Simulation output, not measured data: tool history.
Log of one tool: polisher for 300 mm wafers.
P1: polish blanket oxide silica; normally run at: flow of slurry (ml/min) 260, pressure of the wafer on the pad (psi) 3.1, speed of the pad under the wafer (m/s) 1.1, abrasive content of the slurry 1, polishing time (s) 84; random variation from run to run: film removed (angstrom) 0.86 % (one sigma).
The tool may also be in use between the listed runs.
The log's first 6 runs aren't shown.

run   hour  flow of slurry (ml/min)  pressure of the wafer on the pad (psi)  speed of the pad under the wafer (m/s)  abrasive content of the slurry  polishing time (s)  film removed (angstrom)
  7   86.6                      365                                     3.1                                     1.1                               1                  84                   2434.3
      96.7  -- worn pad replaced by a new one
  8   98.9                      260                                     3.1                                     1.1                               1                  40                   1110.2
       100  -- slurry blender recalibrated
  9  105.6                      260                                     3.1                                     1.1                             1.5                  84                   2747.8
 10  118.9                      260                                     3.1                                     1.1                               1                  84                   2339.9
 11    131                      260                                     3.1                                     1.4                               1                  84                   2779.7
 12  138.4                      260                                     3.1                                     1.1                               1                  84                   2290.5
 13  146.2                      260                                     3.1                                    0.76                            1.35                  84                     1951
 14  159.6                      260                                       2                                    1.34                               1                  84                   1758.5
 15  171.1                      260                                     3.1                                     1.1                               1                  84                   2307.6
 16  183.6                      260                                     4.9                                     1.1                               1                  84                   3633.4
 17  191.4                      260                                     3.1                                     1.1                             0.5                  84                   1622.8
 18    201                      260                                     3.1                                     0.5                               1                  84                   1250.1
 19  208.9                      260                                     3.1                                     1.1                               1                  84                   2338.5
 20  215.6                      260                                     3.1                                     1.1                               1                  84                   2284.6
 21  228.3                      260                                     3.1                                     1.1                               1                  84                   2189.1
 22  238.2                      260                                     3.1                                     1.1                               1                  84                   2180.2
 23  250.9                      260                                     3.1                                     1.1                               1                  84                   2125.1
     254.3  -- conditioning disc replaced and pad reconditioned
 24    258                      260                                     3.1                                     1.1                               1                  84                   2118.9
     266.7  -- slurry nozzle cleaned
 25    271                      260                                     3.1                                     1.1                               1                  84                   2106.6
 26  280.2                      260                                     3.1                                     1.1                               1                  84                   2105.9
     283.7  -- worn pad replaced by a new one
 27  291.1                      260                                     3.1                                     1.1                               1                  84                   2107.5
 28  304.5                      260                                     3.1                                     1.1                               1                  84                   2083.7

Run 29 comes next. What will it give?
 29  314.6                      260                                     3.1                                     1.1                               1                  84                        ?

film removed (angstrom): 2068.1
